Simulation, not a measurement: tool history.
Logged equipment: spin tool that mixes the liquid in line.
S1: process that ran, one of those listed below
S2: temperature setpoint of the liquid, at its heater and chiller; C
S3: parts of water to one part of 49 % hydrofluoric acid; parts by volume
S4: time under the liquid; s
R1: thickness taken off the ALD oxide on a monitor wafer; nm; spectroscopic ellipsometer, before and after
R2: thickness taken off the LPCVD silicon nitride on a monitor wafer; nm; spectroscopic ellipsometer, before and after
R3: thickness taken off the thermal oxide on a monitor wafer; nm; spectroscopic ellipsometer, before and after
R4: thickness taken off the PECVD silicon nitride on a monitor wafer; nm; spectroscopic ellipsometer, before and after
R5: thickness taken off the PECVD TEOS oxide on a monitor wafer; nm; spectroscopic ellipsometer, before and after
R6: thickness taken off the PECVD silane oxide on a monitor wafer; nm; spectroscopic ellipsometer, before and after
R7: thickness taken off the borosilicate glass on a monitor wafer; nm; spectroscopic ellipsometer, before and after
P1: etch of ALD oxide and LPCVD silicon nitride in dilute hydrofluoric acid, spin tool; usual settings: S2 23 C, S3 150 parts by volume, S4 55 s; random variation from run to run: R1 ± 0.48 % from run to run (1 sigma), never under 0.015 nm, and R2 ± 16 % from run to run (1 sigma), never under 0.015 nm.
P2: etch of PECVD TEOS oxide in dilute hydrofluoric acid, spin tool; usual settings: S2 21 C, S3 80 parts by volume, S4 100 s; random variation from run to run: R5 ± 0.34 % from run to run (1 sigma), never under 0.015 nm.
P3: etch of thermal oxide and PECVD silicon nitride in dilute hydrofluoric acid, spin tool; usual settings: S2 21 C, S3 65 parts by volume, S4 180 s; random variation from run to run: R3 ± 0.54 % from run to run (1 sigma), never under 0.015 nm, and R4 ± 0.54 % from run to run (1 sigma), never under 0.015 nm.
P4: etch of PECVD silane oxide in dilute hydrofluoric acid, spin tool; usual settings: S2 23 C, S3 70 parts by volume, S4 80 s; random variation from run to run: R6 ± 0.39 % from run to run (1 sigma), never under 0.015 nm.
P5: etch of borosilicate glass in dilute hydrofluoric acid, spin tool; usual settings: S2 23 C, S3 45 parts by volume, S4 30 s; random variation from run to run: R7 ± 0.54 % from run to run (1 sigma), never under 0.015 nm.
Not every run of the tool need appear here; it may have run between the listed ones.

| run | hour | S1 | S2 | S3 | S4 | R1 | R2 | R3 | R4 | R5 | R6 | R7 |
|---|---|---|---|---|---|---|---|---|---|---|---|---|
| 1 | 9.1 | P1 | 23 | 150 | 55 | 7.9639 | 0.18381 |  |  |  |  |  |
| 2 | 22.4 | P3 | 21 | 65 | 180 |  |  | 11.973 | 5.377 |  |  |  |
| 3 | 33.1 | P2 | 21 | 80 | 50 |  |  |  |  | 10.056 |  |  |
| 4 | 48 | P2 | 21 | 80 | 100 |  |  |  |  | 20.079 |  |  |
| 5 | 62.9 | P4 | 29 | 70 | 80 |  |  |  |  |  | 36.407 |  |
| 6 | 75.8 | P5 | 23 | 75 | 30 |  |  |  |  |  |  | 9.6548 |
| 7 | 89.6 | P2 | 29 | 80 | 100 |  |  |  |  | 27.828 |  |  |
| 8 | 101.3 | P1 | 29 | 150 | 55 | 9.8876 | 0.17545 |  |  |  |  |  |
| 9 | 112.7 | P4 | 23 | 70 | 15 |  |  |  |  |  | 5.3388 |  |
| 10 | 125.9 | P1 | 23 | 250 | 55 | 4.3177 | 0.12822 |  |  |  |  |  |
| 11 | 133.7 | P3 | 21 | 20 | 180 |  |  | 40.809 | 16.787 |  |  |  |
| 12 | 142.8 | P1 | 23 | 150 | 55 | 7.9058 | 0.16612 |  |  |  |  |  |
| 13 | 150.5 | P4 | 23 | 20 | 80 |  |  |  |  |  | 106.74 |  |
| 14 | 158.7 | P1 | 23 | 100 | 105 | 24.007 | 0.47155 |  |  |  |  |  |
| 15 | 166.5 | P2 | 21 | 80 | 100 |  |  |  |  | 20.166 |  |  |
| 16 | 173.5 | P3 | 21 | 65 | 50 |  |  | 3.3073 | 1.5089 |  |  |  |
| 17 | 182.5 | P1 | 23 | 150 | 55 | 7.9545 | 0.11731 |  |  |  |  |  |
| 18 | 191.9 | P5 | 23 | 45 | 50 |  |  |  |  |  |  | 27.665 |
| 19 | 202.6 | P1 | 23 | 150 | 85 | 12.275 | 0.18443 |  |  |  |  |  |
|  | 205.5 | hydrofluoric acid flow meter replaced |
| 20 | 210.5 | P1 | 23 | 35 | 55 | 39.18 | 0.53589 |  |  |  |  |  |
| 21 | 223.7 | P3 | 21 | 65 | 180 |  |  | 12.059 | 5.3556 |  |  |  |
| 22 | 237.2 | P1 | 23 | 150 | 55 | 7.987 | 0.14918 |  |  |  |  |  |

Run 23, settings as shown, results not yet in. Your forecast:
| 23 | 250.2 | P5 | 23 | 45 | 30 |  |  |  |  |  |  | ? |

{"run 23": {"R7": 16.555}}

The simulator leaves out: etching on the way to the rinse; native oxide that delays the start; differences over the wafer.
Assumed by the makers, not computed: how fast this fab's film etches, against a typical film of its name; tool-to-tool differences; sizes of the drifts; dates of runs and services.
